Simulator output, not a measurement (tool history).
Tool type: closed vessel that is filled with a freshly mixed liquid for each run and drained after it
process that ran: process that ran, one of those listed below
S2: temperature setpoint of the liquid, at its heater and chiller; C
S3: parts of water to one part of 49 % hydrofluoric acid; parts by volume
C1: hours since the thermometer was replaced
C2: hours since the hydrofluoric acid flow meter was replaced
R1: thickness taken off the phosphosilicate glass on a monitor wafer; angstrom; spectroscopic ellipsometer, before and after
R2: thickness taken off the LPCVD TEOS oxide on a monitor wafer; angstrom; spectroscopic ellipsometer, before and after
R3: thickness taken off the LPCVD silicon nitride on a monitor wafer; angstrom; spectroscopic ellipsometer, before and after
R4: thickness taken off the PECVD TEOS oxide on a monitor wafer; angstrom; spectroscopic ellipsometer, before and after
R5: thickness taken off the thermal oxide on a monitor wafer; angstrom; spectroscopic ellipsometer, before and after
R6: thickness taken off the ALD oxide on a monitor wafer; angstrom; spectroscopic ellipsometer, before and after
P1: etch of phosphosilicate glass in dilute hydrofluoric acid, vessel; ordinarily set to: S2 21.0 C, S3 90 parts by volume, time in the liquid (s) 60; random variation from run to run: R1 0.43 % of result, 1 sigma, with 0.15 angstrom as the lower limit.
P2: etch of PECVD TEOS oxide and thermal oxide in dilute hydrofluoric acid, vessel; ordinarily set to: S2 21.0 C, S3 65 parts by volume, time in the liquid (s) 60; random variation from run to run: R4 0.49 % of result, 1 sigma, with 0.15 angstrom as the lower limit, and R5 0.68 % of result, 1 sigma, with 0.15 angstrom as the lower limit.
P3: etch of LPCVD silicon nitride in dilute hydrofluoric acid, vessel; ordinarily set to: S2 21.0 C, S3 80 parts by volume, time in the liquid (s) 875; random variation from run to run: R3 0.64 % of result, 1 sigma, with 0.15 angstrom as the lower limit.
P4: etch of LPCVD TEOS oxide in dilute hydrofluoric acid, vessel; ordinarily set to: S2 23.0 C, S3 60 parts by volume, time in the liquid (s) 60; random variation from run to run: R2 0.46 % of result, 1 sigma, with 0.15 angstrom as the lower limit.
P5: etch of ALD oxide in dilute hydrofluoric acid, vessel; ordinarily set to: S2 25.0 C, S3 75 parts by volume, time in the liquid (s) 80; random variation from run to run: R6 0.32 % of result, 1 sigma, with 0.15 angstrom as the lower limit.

{"run": 1, "hour": 8.6, "process that ran": "P1", "S2": 21.0, "S3": 90, "time in the liquid (s)": 60, "C1": 2297.5, "C2": 1029.6, "R1": 794.51}
{"run": 2, "hour": 23.4, "process that ran": "P4", "S2": 17.0, "S3": 60, "time in the liquid (s)": 60, "C1": 2312.3, "C2": 1044.4, "R2": 393.91}
{"run": 3, "hour": 30.0, "process that ran": "P4", "S2": 23.0, "S3": 60, "time in the liquid (s)": 30, "C1": 2318.9, "C2": 1051.0, "R2": 255.46}
{"run": 4, "hour": 44.2, "process that ran": "P1", "S2": 17.0, "S3": 90, "time in the liquid (s)": 60, "C1": 2333.1, "C2": 1065.2, "R1": 666.36}
{"run": 5, "hour": 53.1, "process that ran": "P3", "S2": 21.0, "S3": 80, "time in the liquid (s)": 1540, "C1": 2342.0, "C2": 1074.1, "R3": 89.601}
{"run": 6, "hour": 65.5, "process that ran": "P3", "S2": 25.0, "S3": 80, "time in the liquid (s)": 875, "C1": 2354.4, "C2": 1086.5, "R3": 66.078}
{"run": 7, "hour": 74.9, "process that ran": "P3", "S2": 21.0, "S3": 125, "time in the liquid (s)": 875, "C1": 2363.8, "C2": 1095.9, "R3": 32.278}
{"run": 8, "hour": 86.9, "process that ran": "P1", "S2": 21.0, "S3": 90, "time in the liquid (s)": 60, "C1": 2375.8, "C2": 1107.9, "R1": 787.59}
{"run": 9, "hour": 99.3, "process that ran": "P3", "S2": 21.0, "S3": 80, "time in the liquid (s)": 875, "C1": 2388.2, "C2": 1120.3, "R3": 50.661}
{"run": 10, "hour": 111.6, "process that ran": "P1", "S2": 21.0, "S3": 90, "time in the liquid (s)": 30, "C1": 2400.5, "C2": 1132.6, "R1": 394.77}
{"run": 11, "hour": 119.7, "process that ran": "P1", "S2": 21.0, "S3": 90, "time in the liquid (s)": 85, "C1": 2408.6, "C2": 1140.7, "R1": 1120.2}
{"run": 12, "hour": 132.9, "process that ran": "P4", "S2": 23.0, "S3": 105, "time in the liquid (s)": 60, "C1": 2421.8, "C2": 1153.9, "R2": 275.16}
{"run": 13, "hour": 141.0, "process that ran": "P1", "S2": 21.0, "S3": 90, "time in the liquid (s)": 60, "C1": 2429.9, "C2": 1162.0, "R1": 792.43}
{"run": 14, "hour": 153.3, "process that ran": "P1", "S2": 24.5, "S3": 90, "time in the liquid (s)": 30, "C1": 2442.2, "C2": 1174.3, "R1": 457.18}
{"run": 15, "hour": 161.3, "process that ran": "P2", "S2": 26.0, "S3": 65, "time in the liquid (s)": 60, "C1": 2450.2, "C2": 1182.3, "R4": 217.15, "R5": 49.565}
{"run": 16, "hour": 169.3, "process that ran": "P4", "S2": 23.0, "S3": 60, "time in the liquid (s)": 60, "C1": 2458.2, "C2": 1190.3, "R2": 507.69}
{"run": 17, "hour": 176.3, "process that ran": "P5", "S2": 17.5, "S3": 75, "time in the liquid (s)": 80, "C1": 2465.2, "C2": 1197.3, "R6": 102.35}
{"run": 18, "hour": 189.4, "process that ran": "P5", "S2": 25.0, "S3": 75, "time in the liquid (s)": 80, "C1": 2478.3, "C2": 1210.4, "R6": 139.59}
{"run": 19, "hour": 199.2, "process that ran": "P2", "S2": 21.0, "S3": 65, "time in the liquid (s)": 30, "C1": 2488.1, "C2": 1220.2, "R4": 87.371, "R5": 20.231}
{"run": 20, "hour": 210.9, "process that ran": "P1", "S2": 21.0, "S3": 90, "time in the liquid (s)": 60, "C1": 2499.8, "C2": 1231.9, "R1": 788.99}
{"run": 21, "hour": 223.7, "process that ran": "P1", "S2": 21.0, "S3": 90, "time in the liquid (s)": 60, "C1": 2512.6, "C2": 1244.7, "R1": 793.55}
{"run": 22, "hour": 234.1, "process that ran": "P2", "S2": 21.0, "S3": 65, "time in the liquid (s)": 60, "C1": 2523.0, "C2": 1255.1, "R4": 174.81, "R5": 40.408}
{"run": 23, "hour": 242.5, "process that ran": "P5", "S2": 25.0, "S3": 140, "time in the liquid (s)": 80, "C1": 2531.4, "C2": 1263.5, "R6": 69.119}
{"run": 24, "hour": 249.6, "process that ran": "P1", "S2": 21.0, "S3": 135, "time in the liquid (s)": 60, "C1": 2538.5, "C2": 1270.6, "R1": 500.35}
{"run": 25, "hour": 259.6, "process that ran": "P2", "S2": 21.0, "S3": 30, "time in the liquid (s)": 60, "C1": 2548.5, "C2": 1280.6, "R4": 393.9, "R5": 92.478}
{"run": 26, "hour": 268.2, "process that ran": "P1", "S2": 21.0, "S3": 25, "time in the liquid (s)": 60, "C1": 2557.1, "C2": 1289.2, "R1": 3072.4}
{"run": 27, "hour": 280.7, "process that ran": "P1", "S2": 25.5, "S3": 90, "time in the liquid (s)": 60, "C1": 2569.6, "C2": 1301.7, "R1": 945.06}
{"run": 28, "hour": 295.3, "process that ran": "P5", "S2": 25.0, "S3": 75, "time in the liquid (s)": 30, "C1": 2584.2, "C2": 1316.3, "R6": 52.073}
{"run": 29, "hour": 304.5, "process that ran": "P1", "S2": 21.0, "S3": 90, "time in the liquid (s)": 60, "C1": 2593.4, "C2": 1325.5, "R1": 791.32}
{"run": 30, "hour": 316.7, "process that ran": "P1", "S2": 21.0, "S3": 90, "time in the liquid (s)": 60, "C1": 2605.6, "C2": 1337.7, "R1": 816.9}
{"run": 31, "hour": 328.1, "process that ran": "P1", "S2": 21.0, "S3": 90, "time in the liquid (s)": 60, "C1": 2617.0, "C2": 1349.1, "R1": 848.45}
{"run": 32, "hour": 334.6, "process that ran": "P1", "S2": 21.0, "S3": 90, "time in the liquid (s)": 60, "C1": 2623.5, "C2": 1355.6, "R1": 840.95}
{"run": 33, "hour": 344.7, "process that ran": "P1", "S2": 21.0, "S3": 90, "time in the liquid (s)": 60, "C1": 2633.6, "C2": 1365.7, "R1": 842.07}
{"run": 34, "hour": 353.2, "process that ran": "P1", "S2": 21.0, "S3": 90, "time in the liquid (s)": 60, "C1": 2642.1, "C2": 1374.2, "R1": 847.14}
{"run": 35, "hour": 367.8, "process that ran": "P1", "S2": 21.0, "S3": 90, "time in the liquid (s)": 60, "C1": 2656.7, "C2": 1388.8, "R1": 852.85}

P1 no longer gives what it gave before; its output has crept away from where it was. The following 2 causes, each at its listed size, fit the log equally well:
A: hydrofluoric acid flow above the setpoint (%) = 6.93
B: liquid hotter than its thermometer reads (K) = 1.82
The gradual shift began around hour 304.5.

Below are 4 check runs, each on a single wafer, with their results shown as question marks. Which of them would tell the listed causes apart, meaning the causes would give clearly different results under it?
{"run": "check 1", "hour": 382.4, "process that ran": "P2", "S2": 21.0, "S3": 65, "time in the liquid (s)": 60, "R4": "?", "R5": "?"}
{"run": "check 2", "hour": 382.4, "process that ran": "P4", "S2": 23.0, "S3": 60, "time in the liquid (s)": 60, "R2": "?"}
{"run": "check 3", "hour": 382.4, "process that ran": "P5", "S2": 25.0, "S3": 75, "time in the liquid (s)": 80, "R6": "?"}
{"run": "check 4", "hour": 382.4, "process that ran": "P3", "S2": 21.0, "S3": 80, "time in the liquid (s)": 875, "R3": "?"}

Expected result of each check under each candidate cause:
check=check_1 result=R4 if_A=188.390 if_B=189.000
check=check_1 result=R5 if_A=43.566 if_B=43.708
check=check_2 result=R2 if_A=548.77 if_B=550.07
check=check_3 result=R6 if_A=150.290 if_B=150.130
check=check_4 result=R3 if_A=53.699 if_B=56.881
Minimum pairwise separation of causes per check, each pair taken at its best-separating result: check 1 0.33 %; check 2 0.24 %; check 3 0.11 %; check 4 5.76 %
Check 4 distinguishes between the causes, while the remaining checks would return nearly the same result for all of them.

Check 4 was then run and gave: R3 57.101 angstrom. Which cause is it?

It was cause B: liquid hotter than its thermometer reads (K).

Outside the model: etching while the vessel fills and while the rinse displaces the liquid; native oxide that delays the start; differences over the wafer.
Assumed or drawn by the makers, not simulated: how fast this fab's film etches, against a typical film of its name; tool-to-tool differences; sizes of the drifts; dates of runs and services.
